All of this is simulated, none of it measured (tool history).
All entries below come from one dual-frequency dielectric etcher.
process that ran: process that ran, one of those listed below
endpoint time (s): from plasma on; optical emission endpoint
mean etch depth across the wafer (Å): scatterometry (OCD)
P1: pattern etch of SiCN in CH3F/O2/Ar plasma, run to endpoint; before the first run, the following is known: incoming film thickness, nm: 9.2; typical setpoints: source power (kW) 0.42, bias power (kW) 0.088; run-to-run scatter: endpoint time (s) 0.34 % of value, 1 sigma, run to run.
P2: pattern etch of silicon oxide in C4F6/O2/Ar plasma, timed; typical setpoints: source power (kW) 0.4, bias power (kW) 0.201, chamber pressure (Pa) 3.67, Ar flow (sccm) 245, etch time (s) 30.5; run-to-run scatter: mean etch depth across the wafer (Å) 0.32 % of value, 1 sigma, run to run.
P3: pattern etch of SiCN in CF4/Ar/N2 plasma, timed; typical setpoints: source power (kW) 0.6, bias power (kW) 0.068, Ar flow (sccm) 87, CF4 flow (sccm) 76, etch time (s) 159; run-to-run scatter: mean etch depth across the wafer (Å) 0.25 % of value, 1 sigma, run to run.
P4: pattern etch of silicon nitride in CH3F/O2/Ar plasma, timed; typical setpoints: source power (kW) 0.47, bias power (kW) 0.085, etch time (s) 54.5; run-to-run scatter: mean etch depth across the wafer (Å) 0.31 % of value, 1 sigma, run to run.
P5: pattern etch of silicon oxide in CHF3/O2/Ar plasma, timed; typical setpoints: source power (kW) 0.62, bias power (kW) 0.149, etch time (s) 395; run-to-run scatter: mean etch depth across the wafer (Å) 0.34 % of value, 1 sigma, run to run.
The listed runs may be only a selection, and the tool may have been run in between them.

| run | day | process that ran | source power (kW) | bias power (kW) | chamber pressure (Pa) | Ar flow (sccm) | etch time (s) | CF4 flow (sccm) | hours since the last wet clean | hours since the last source power generator calibration | hours since the last bias power generator calibration | endpoint time (s) | mean etch depth across the wafer (Å) |
|---|---|---|---|---|---|---|---|---|---|---|---|---|---|
| 1 | 0.5 | P1 | 0.42 | 0.088 |  |  |  |  | 244.9 | 1517.6 | 1815.3 | 22.66 |  |
| 2 | 1.017 | P2 | 0.4 | 0.201 | 3.67 | 245 | 30.5 |  | 257.3 | 1530 | 1827.7 |  | 1010.5 |
| 3 | 1.442 | P4 | 0.47 | 0.085 |  |  | 54.5 |  | 267.5 | 1540.2 | 1837.9 |  | 421.28 |
| 4 | 1.971 | P4 | 0.47 | 0.085 |  |  | 39 |  | 280.2 | 1552.9 | 1850.6 |  | 302.63 |
| 5 | 2.333 | P3 | 0.6 | 0.068 |  | 87 | 195 | 76 | 288.9 | 1561.6 | 1859.3 |  | 2129.2 |
| 6 | 2.621 | P1 | 0.42 | 0.088 |  |  |  |  | 295.8 | 1568.5 | 1866.2 | 22.92 |  |
| 7 | 3.062 | P1 | 0.42 | 0.088 |  |  |  |  | 306.4 | 1579.1 | 1876.8 | 22.72 |  |
| 8 | 3.458 | P5 | 0.62 | 0.149 |  |  | 493.5 |  | 315.9 | 1588.6 | 1886.3 |  | 9242.8 |
| 9 | 4.046 | P4 | 0.28 | 0.085 |  |  | 54.5 |  | 330 | 1602.7 | 1900.4 |  | 346.31 |
| 10 | 4.521 | P3 | 0.6 | 0.068 |  | 112 | 159 | 76 | 341.4 | 1614.1 | 1911.8 |  | 1662.5 |
| 11 | 4.917 | P2 | 0.4 | 0.201 | 3.67 | 245 | 17 |  | 350.9 | 1623.6 | 1921.3 |  | 563.49 |
| 12 | 5.25 | P1 | 0.3 | 0.115 |  |  |  |  | 358.9 | 1631.6 | 1929.3 | 23.334 |  |
| 13 | 5.779 | P3 | 0.6 | 0.068 |  | 87 | 159 | 76 | 371.6 | 1644.3 | 1942 |  | 1733.2 |
| 14 | 6.246 | P3 | 0.6 | 0.068 |  | 87 | 159 | 76 | 382.8 | 1655.5 | 1953.2 |  | 1730 |
| 15 | 6.562 | P4 | 0.47 | 0.056 |  |  | 54.5 |  | 390.4 | 1663.1 | 1960.8 |  | 365.68 |
| 16 | 6.879 | P2 | 0.29 | 0.201 | 3.67 | 245 | 30.5 |  | 398 | 1670.7 | 1968.4 |  | 893.34 |
| 17 | 7.2 | P2 | 0.4 | 0.201 | 3.67 | 245 | 30.5 |  | 405.7 | 1678.4 | 1976.1 |  | 1010.4 |
| 18 | 7.667 | P1 | 0.29 | 0.088 |  |  |  |  | 416.9 | 1689.6 | 1987.3 | 26.234 |  |
|  | 7.733 | source power generator calibrated |
| 19 | 8.1 | P2 | 0.4 | 0.201 | 4.53 | 245 | 30.5 |  | 427.3 | 8.9 | 1997.7 |  | 984.21 |
| 20 | 8.579 | P1 | 0.42 | 0.056 |  |  |  |  | 438.8 | 20.4 | 2009.2 | 26.804 |  |
| 21 | 9.008 | P1 | 0.33 | 0.119 |  |  |  |  | 449.1 | 30.7 | 2019.5 | 22.332 |  |
| 22 | 9.438 | P1 | 0.54 | 0.088 |  |  |  |  | 459.4 | 41 | 2029.8 | 20.732 |  |
| 23 | 10.033 | P4 | 0.47 | 0.085 |  |  | 54.5 |  | 473.7 | 55.3 | 2044.1 |  | 422.7 |
| 24 | 10.608 | P1 | 0.42 | 0.109 |  |  |  |  | 487.5 | 69.1 | 2057.9 | 21.165 |  |
| 25 | 11.171 | P3 | 0.82 | 0.068 |  | 87 | 159 | 76 | 501 | 82.6 | 2071.4 |  | 2280.1 |
| 26 | 11.754 | P5 | 0.81 | 0.149 |  |  | 395 |  | 515 | 96.6 | 2085.4 |  | 8227.2 |
| 27 | 12.304 | P5 | 0.62 | 0.149 |  |  | 395 |  | 528.2 | 109.8 | 2098.6 |  | 7411.9 |
| 28 | 12.938 | P1 | 0.42 | 0.088 |  |  |  |  | 543.4 | 125 | 2113.8 | 22.883 |  |
| 29 | 13.512 | P5 | 0.62 | 0.18 |  |  | 395 |  | 557.2 | 138.8 | 2127.6 |  | 7892.8 |
| 30 | 13.833 | P3 | 0.6 | 0.068 |  | 87 | 159 | 99 | 564.9 | 146.5 | 2135.3 |  | 1795.9 |
| 31 | 14.262 | P1 | 0.42 | 0.088 |  |  |  |  | 575.2 | 156.8 | 2145.6 | 22.857 |  |
| 32 | 14.812 | P2 | 0.4 | 0.201 | 3.67 | 309 | 30.5 |  | 588.4 | 170 | 2158.8 |  | 978.79 |
| 33 | 15.358 | P2 | 0.4 | 0.136 | 3.67 | 245 | 30.5 |  | 601.5 | 183.1 | 2171.9 |  | 895.25 |
| 34 | 15.729 | P3 | 0.6 | 0.04 |  | 87 | 159 | 76 | 610.4 | 192 | 2180.8 |  | 1472.6 |
| 35 | 16.121 | P1 | 0.42 | 0.088 |  |  |  |  | 619.8 | 201.4 | 2190.2 | 22.732 |  |
| 36 | 16.467 | P1 | 0.42 | 0.088 |  |  |  |  | 628.1 | 209.7 | 2198.5 | 22.788 |  |
| 37 | 16.825 | P1 | 0.42 | 0.088 |  |  |  |  | 636.7 | 218.3 | 2207.1 | 22.901 |  |
| 38 | 17.154 | P1 | 0.42 | 0.088 |  |  |  |  | 644.6 | 226.2 | 2215 | 23.06 |  |
| 39 | 17.521 | P1 | 0.42 | 0.088 |  |  |  |  | 653.4 | 235 | 2223.8 | 23.185 |  |
| 40 | 17.846 | P1 | 0.42 | 0.088 |  |  |  |  | 661.2 | 242.8 | 2231.6 | 23.009 |  |
| 41 | 18.133 | P1 | 0.42 | 0.088 |  |  |  |  | 668.1 | 249.7 | 2238.5 | 23.187 |  |
| 42 | 18.733 | P1 | 0.42 | 0.088 |  |  |  |  | 682.5 | 264.1 | 2252.9 | 23.199 |  |
|  | 19.117 | wet clean of the chamber |
| 43 | 19.146 | P1 | 0.42 | 0.088 |  |  |  |  | 0.8 | 274 | 2262.8 | 23.047 |  |
| 44 | 19.633 | P1 | 0.42 | 0.088 |  |  |  |  | 12.5 | 285.7 | 2274.5 | 23.254 |  |
| 45 | 20.192 | P1 | 0.42 | 0.088 |  |  |  |  | 25.9 | 299.1 | 2287.9 | 23.188 |  |
| 46 | 20.638 | P1 | 0.42 | 0.088 |  |  |  |  | 36.6 | 309.8 | 2298.6 | 23.226 |  |

The log shows P1 creeping away from where it was. Any of the 2 causes listed here, at the size stated for it, fits the log just as well as the others:
A: source power that arrives under what is set, % = 4.46
B: bias power that arrives under what is set, % = 4.54
Onset of the creep was near day 16.121.
Ruled out, with reasons:
chamber walls in a state that lowers the etch rate, %: work on it at day 19.117, done after the drift set in, did not restore what the process gave before

Listed below are the offered check runs, one wafer per run, with question marks in place of results. For which of them would the causes give clearly different outcomes?
| check 1 | 21.083 | P4 | 0.28 | 0.085 |  |  | 54.5 |  |  |  |  |  | ? |
| check 2 | 21.083 | P2 | 0.31 | 0.201 | 3.67 | 245 | 19 |  |  |  |  |  | ? |
| check 3 | 21.083 | P3 | 0.6 | 0.068 |  | 107 | 194 | 76 |  |  |  |  | ? |
| check 4 | 21.083 | P5 | 0.81 | 0.149 |  |  | 395 |  |  |  |  |  | ? |

How each check would come out, cause by cause:
| check | result | if A | if B |
|---|---|---|---|
| check 1 | mean etch depth across the wafer (Å) | 341.63 | 341.69 |
| check 2 | mean etch depth across the wafer (Å) | 560.05 | 561.35 |
| check 3 | mean etch depth across the wafer (Å) | 1968.7 | 2018.1 |
| check 4 | mean etch depth across the wafer (Å) | 8079.5 | 8105.2 |
Gap, in per cent, between the two causes that each check separates least, read from the result that separates them most: check 1 0.02 %; check 2 0.23 %; check 3 2.48 %; check 4 0.32 %
Only check 3 tells the causes apart: in the others they would give nearly the same result.

Check 3 was carried out, with these results: mean etch depth across the wafer (Å) 2016. Which of the listed causes is responsible?

B is the cause: bias power that arrives under what is set, %.
